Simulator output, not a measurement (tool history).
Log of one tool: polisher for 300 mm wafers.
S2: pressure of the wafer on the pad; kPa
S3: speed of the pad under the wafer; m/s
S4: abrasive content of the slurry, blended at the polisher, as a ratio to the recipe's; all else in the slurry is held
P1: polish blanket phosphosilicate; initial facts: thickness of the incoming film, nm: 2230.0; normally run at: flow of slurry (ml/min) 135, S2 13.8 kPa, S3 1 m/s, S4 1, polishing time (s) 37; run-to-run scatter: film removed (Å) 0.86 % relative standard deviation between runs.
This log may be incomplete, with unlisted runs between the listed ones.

{"run": 1, "day": 0.342, "flow of slurry (ml/min)": 135, "S2": 13.8, "S3": 1, "S4": 1, "polishing time (s)": 37, "film removed (Å)": 2377.7}
{"run": 2, "day": 0.733, "flow of slurry (ml/min)": 135, "S2": 13.8, "S3": 0.44, "S4": 1, "polishing time (s)": 37, "film removed (Å)": 1204.9}
{"run": 3, "day": 1.108, "flow of slurry (ml/min)": 135, "S2": 13.8, "S3": 1, "S4": 1, "polishing time (s)": 37, "film removed (Å)": 2320.2}
{"run": 4, "day": 1.492, "flow of slurry (ml/min)": 135, "S2": 13.8, "S3": 1, "S4": 1, "polishing time (s)": 49, "film removed (Å)": 3036}
{"run": 5, "day": 1.729, "flow of slurry (ml/min)": 135, "S2": 21.4, "S3": 1, "S4": 1, "polishing time (s)": 37, "film removed (Å)": 3661.1}
{"run": 6, "day": 2.054, "flow of slurry (ml/min)": 100, "S2": 13.8, "S3": 1, "S4": 1, "polishing time (s)": 37, "film removed (Å)": 2203.3}
{"run": 7, "day": 2.342, "flow of slurry (ml/min)": 135, "S2": 8.3, "S3": 1, "S4": 1, "polishing time (s)": 37, "film removed (Å)": 1414.5}
{"run": 8, "day": 2.533, "flow of slurry (ml/min)": 90, "S2": 13.8, "S3": 1, "S4": 1, "polishing time (s)": 24, "film removed (Å)": 1372.6}
{"run": 9, "day": 2.779, "flow of slurry (ml/min)": 135, "S2": 13.8, "S3": 1.4, "S4": 1, "polishing time (s)": 37, "film removed (Å)": 3064.4}
{"run": 10, "day": 3.067, "flow of slurry (ml/min)": 135, "S2": 13.8, "S3": 1, "S4": 1, "polishing time (s)": 37, "film removed (Å)": 2325.5}
{"run": 11, "day": 3.458, "flow of slurry (ml/min)": 135, "S2": 18.6, "S3": 1.34, "S4": 1, "polishing time (s)": 37, "film removed (Å)": 3984.2}
{"run": 12, "day": 3.779, "flow of slurry (ml/min)": 135, "S2": 13.8, "S3": 1, "S4": 1.45, "polishing time (s)": 37, "film removed (Å)": 2731.5}
{"run": 13, "day": 4.088, "flow of slurry (ml/min)": 135, "S2": 13.8, "S3": 1, "S4": 1, "polishing time (s)": 37, "film removed (Å)": 2350.5}
{"run": 14, "day": 4.4, "flow of slurry (ml/min)": 135, "S2": 13.8, "S3": 1, "S4": 1, "polishing time (s)": 17, "film removed (Å)": 1084.9}
{"run": 15, "day": 4.758, "flow of slurry (ml/min)": 135, "S2": 13.8, "S3": 1, "S4": 0.5, "polishing time (s)": 37, "film removed (Å)": 1611.8}
{"run": 16, "day": 5.167, "flow of slurry (ml/min)": 135, "S2": 13.8, "S3": 1, "S4": 1, "polishing time (s)": 37, "film removed (Å)": 2376.5}
{"run": 17, "day": 5.492, "flow of slurry (ml/min)": 200, "S2": 13.8, "S3": 1, "S4": 1, "polishing time (s)": 37, "film removed (Å)": 2499.1}
{"run": 18, "day": 5.883, "flow of slurry (ml/min)": 135, "S2": 13.8, "S3": 1, "S4": 1, "polishing time (s)": 37, "film removed (Å)": 2382.2}

Forecast run 19:
{"run": 19, "day": 6.317, "flow of slurry (ml/min)": 135, "S2": 13.8, "S3": 1, "S4": 1, "polishing time (s)": 37, "film removed (Å)": "?"}

For run 19 the tool returned film removed (Å) 2260.8.

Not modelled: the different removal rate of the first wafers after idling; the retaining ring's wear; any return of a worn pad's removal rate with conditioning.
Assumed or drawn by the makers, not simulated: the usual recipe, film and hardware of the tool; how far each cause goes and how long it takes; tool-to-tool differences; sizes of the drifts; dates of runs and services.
